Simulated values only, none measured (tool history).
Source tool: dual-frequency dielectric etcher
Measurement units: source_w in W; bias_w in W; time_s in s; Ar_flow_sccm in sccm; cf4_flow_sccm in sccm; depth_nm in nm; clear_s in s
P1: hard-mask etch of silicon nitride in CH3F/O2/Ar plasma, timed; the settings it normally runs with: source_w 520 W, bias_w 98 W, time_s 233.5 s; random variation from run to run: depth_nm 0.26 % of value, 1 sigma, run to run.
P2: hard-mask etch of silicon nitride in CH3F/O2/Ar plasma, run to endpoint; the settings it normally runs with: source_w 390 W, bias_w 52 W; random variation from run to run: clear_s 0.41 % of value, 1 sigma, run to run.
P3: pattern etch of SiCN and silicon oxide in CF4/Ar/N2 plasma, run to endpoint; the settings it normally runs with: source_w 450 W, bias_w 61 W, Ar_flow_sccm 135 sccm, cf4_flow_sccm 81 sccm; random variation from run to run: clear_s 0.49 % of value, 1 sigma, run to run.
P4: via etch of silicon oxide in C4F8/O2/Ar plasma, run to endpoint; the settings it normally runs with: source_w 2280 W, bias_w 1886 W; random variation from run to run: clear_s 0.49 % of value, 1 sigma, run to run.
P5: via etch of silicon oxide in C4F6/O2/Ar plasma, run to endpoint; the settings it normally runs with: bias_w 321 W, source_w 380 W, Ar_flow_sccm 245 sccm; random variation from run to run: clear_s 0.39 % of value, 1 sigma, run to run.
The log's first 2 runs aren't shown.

{"run": 3, "hour": 36.4, "process": "P4", "source_w": 2280, "bias_w": 1886, "clear_s": 210.66}
{"run": 4, "hour": 46.5, "process": "P1", "source_w": 520, "bias_w": 98, "time_s": 331, "depth_nm": 281.36}
{"run": 5, "hour": 57.3, "process": "P5", "source_w": 380, "bias_w": 216, "Ar_flow_sccm": 245, "clear_s": 19.458}
{"run": 6, "hour": 68.5, "process": "P4", "source_w": 2280, "bias_w": 1886, "clear_s": 211.75}
{"run": 7, "hour": 82.1, "process": "P4", "source_w": 1860, "bias_w": 1886, "clear_s": 230.22}
{"run": 8, "hour": 89.7, "process": "P5", "source_w": 380, "bias_w": 321, "Ar_flow_sccm": 293, "clear_s": 17.413}
{"run": 9, "hour": 100.2, "process": "P5", "source_w": 520, "bias_w": 321, "Ar_flow_sccm": 245, "clear_s": 15.185}
{"run": 10, "hour": 107.8, "process": "P1", "source_w": 520, "bias_w": 98, "time_s": 233.5, "depth_nm": 199.3}
{"run": 11, "hour": 118.1, "process": "P1", "source_w": 520, "bias_w": 136, "time_s": 233.5, "depth_nm": 223.94}
{"run": 12, "hour": 124.8, "process": "P5", "source_w": 380, "bias_w": 321, "Ar_flow_sccm": 245, "clear_s": 16.952}
{"run": 13, "hour": 135.0, "process": "P1", "source_w": 520, "bias_w": 98, "time_s": 233.5, "depth_nm": 199.28}
{"run": 14, "hour": 142.6, "process": "P1", "source_w": 520, "bias_w": 98, "time_s": 161, "depth_nm": 137.38}
{"run": 15, "hour": 153.4, "process": "P1", "source_w": 520, "bias_w": 60, "time_s": 233.5, "depth_nm": 169.1}
{"run": 16, "hour": 166.8, "process": "P2", "source_w": 540, "bias_w": 52, "clear_s": 53.173}
{"run": 17, "hour": 176.0, "process": "P1", "source_w": 390, "bias_w": 136, "time_s": 233.5, "depth_nm": 202.53}
{"run": 18, "hour": 182.5, "process": "P1", "source_w": 520, "bias_w": 98, "time_s": 233.5, "depth_nm": 199.28}
{"run": 19, "hour": 191.9, "process": "P5", "source_w": 380, "bias_w": 321, "Ar_flow_sccm": 245, "clear_s": 16.982}
{"run": 20, "hour": 204.8, "process": "P2", "source_w": 390, "bias_w": 63, "clear_s": 56.452}
{"run": 21, "hour": 211.7, "process": "P3", "source_w": 450, "bias_w": 61, "Ar_flow_sccm": 135, "cf4_flow_sccm": 66, "clear_s": 18.478}
{"run": 22, "hour": 220.8, "process": "P3", "source_w": 450, "bias_w": 61, "Ar_flow_sccm": 80, "cf4_flow_sccm": 81, "clear_s": 16.648}
{"run": 23, "hour": 228.6, "process": "P3", "source_w": 600, "bias_w": 61, "Ar_flow_sccm": 135, "cf4_flow_sccm": 81, "clear_s": 13.978}
{"run": 24, "hour": 240.5, "process": "P2", "source_w": 390, "bias_w": 52, "clear_s": 60.294}
{"run": 25, "hour": 248.9, "process": "P1", "source_w": 520, "bias_w": 128, "time_s": 163, "depth_nm": 154.5}
{"run": 26, "hour": 256.3, "process": "P1", "source_w": 520, "bias_w": 98, "time_s": 233.5, "depth_nm": 199.29}

Run 27, settings as shown, results not yet in. Your forecast:
{"run": 27, "hour": 268.9, "process": "P4", "source_w": 2280, "bias_w": 2540, "clear_s": "?"}

{"run 27": {"clear_s": 194.47}}
